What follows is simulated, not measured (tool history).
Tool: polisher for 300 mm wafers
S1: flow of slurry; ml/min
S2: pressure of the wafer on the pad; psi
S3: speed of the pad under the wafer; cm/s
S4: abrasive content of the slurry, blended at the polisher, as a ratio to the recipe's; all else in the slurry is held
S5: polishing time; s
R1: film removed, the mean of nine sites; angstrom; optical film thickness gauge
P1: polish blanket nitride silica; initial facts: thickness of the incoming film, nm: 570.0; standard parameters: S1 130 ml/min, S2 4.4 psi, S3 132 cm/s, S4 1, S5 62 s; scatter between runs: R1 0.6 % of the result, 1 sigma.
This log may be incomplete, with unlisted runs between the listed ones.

run	hour	S1	S2	S3	S4	S5	R1
1	16.8	130	4.4	132	1	62	718.8
2	34.1	130	6.1	132	1	62	1001.1
3	51.1	130	4.4	88	1	62	523.29
4	61.9	130	4.4	132	0.75	93	939.42
5	77.3	130	4.4	132	1.5	62	848.23
6	86.1	130	4.4	132	1	62	724.23
7	99.7	90	4.4	132	1	62	668.57
8	111.9	130	4.4	132	1	62	716.55
9	120.8	130	4.4	190	1	62	972.06
10	132.6	175	4.4	132	1	62	759.23
11	143.3	130	4.4	132	1	62	723.96
12	160.3	130	4.4	132	1	62	729.77
13	171.8	130	4.4	132	0.55	62	523
# hour 174.5: slurry nozzle cleaned
14	180.3	130	4.4	132	1	46	534.53
15	190.7	130	2	132	1	62	327.51
16	208.2	130	4.4	132	1	89	1038.8
17	219.6	130	4.4	132	1	62	720.52
18	231.2	130	4.4	132	1	62	691.57
19	239.3	130	4.4	132	1	62	676.65
20	253.6	130	4.4	132	1	62	649.09
# hour 254.2: worn pad replaced by a new one
# hour 265.5: slurry nozzle cleaned
# hour 265.9: conditioning disc replaced and pad reconditioned
21	269.9	130	4.4	132	1	62	637.7
22	280.4	130	4.4	132	1	62	641.53
23	293.2	130	4.4	132	1	62	648.03

Compared with where it was, what P1 gives has crept away. Each cause listed below fits the log as well as the rest, at the size given for it:
A: abrasive missing from the slurry, % = 22.2
B: head's pressure below its setpoint, % = 11.5
The process output started creeping at around hour 219.6.
All other causes, with the reason each is excluded:
removal rate lost through wear of the pad, %: serviced at hour 254.2, after the change had begun; the process did not return to its earlier output
slurry flow missing at the pad, %: serviced at hour 265.5, after the change had begun; the process did not return to its earlier output
time polished since the conditioner stopped cutting, s: serviced at hour 265.9, after the change had begun; the process did not return to its earlier output

Of the 4 check runs below, each run on 3 wafers with the results averaged and each result still a question mark, which one would tell the listed causes apart?
check 1	306	130	6.1	132	1	62	?
check 2	306	130	4.4	132	0.65	62	?
check 3	306	130	4.4	166	1	62	?
check 4	306	130	6	132	1	62	?

Expected result of each check under each candidate cause:
check	result	if A	if B
check 1	R1	887.07	886.88
check 2	R1	500.48	513.93
check 3	R1	768.61	768.45
check 4	R1	872.53	872.34
Per check, the gap between the least separated pair of causes, taken in the result that splits them most: check 1 0.02 %; check 2 2.65 %; check 3 0.02 %; check 4 0.02 %
Check 2 distinguishes between the causes, while the remaining checks would return nearly the same result for all of them.

With check 2 done, the readings were: R1 500.61 angstrom. Identify which of the listed causes applies.

It is A: abrasive missing from the slurry, %.

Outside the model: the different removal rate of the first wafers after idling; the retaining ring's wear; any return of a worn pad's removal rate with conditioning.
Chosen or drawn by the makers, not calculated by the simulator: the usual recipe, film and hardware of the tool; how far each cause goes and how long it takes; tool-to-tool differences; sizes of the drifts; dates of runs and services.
